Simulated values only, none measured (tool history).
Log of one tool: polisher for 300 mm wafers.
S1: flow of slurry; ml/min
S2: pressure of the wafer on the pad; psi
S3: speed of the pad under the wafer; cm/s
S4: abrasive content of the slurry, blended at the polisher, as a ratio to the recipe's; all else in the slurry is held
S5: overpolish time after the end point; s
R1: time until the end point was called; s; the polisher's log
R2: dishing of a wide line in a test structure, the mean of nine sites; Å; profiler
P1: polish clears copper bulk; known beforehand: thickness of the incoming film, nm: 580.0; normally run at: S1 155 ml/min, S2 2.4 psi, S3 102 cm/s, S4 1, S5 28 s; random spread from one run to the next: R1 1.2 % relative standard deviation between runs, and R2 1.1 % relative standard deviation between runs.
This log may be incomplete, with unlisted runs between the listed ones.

run	hour	S1	S2	S3	S4	S5	R1	R2
1	5.5	155	2.4	102	1	28	64.91	1221.1
2	8.8	155	2.4	74	1	28	87.48	982.79
3	15.5	155	2.4	150	1	28	43.286	1435.7
4	19.9	95	2.4	102	1	52	71.223	1485.2
5	25.7	155	2.4	102	1	28	64.246	1184.7
6	31.8	155	2.4	102	1	47	63.468	1493.3
7	38.8	155	3.5	102	1	28	43.776	1577
8	44.2	155	2.4	102	0.5	28	74.225	1122.7
9	51.5	215	2.4	102	1	28	61.64	1233.8
10	56.3	155	1.1	102	1	28	143.58	648.17
11	60.6	155	3.6	102	1.4	28	40.161	1593
12	67.7	155	2.4	102	1.45	28	58.593	1246.8
13	71.2	155	2.4	102	1	28	63.526	1183.8
14	77.7	155	2.4	102	1	8	63.522	496.97
15	82.2	95	2.4	102	1	28	71.19	1138.2
16	85.4	155	2.4	102	1	28	63.247	1189.3
17	91.9	155	2.4	102	1	28	64.135	1183.6
18	98.5	155	2.4	102	1	28	64.498	1185.8
19	104.3	155	2.4	102	1	28	62.541	1182.7
20	109.4	155	2.4	102	1	28	64.349	1164.7

What will run 21 give?
21	114	155	2.4	102	1	28	?	?

R1: 66.629 s
R2: 1169 Å
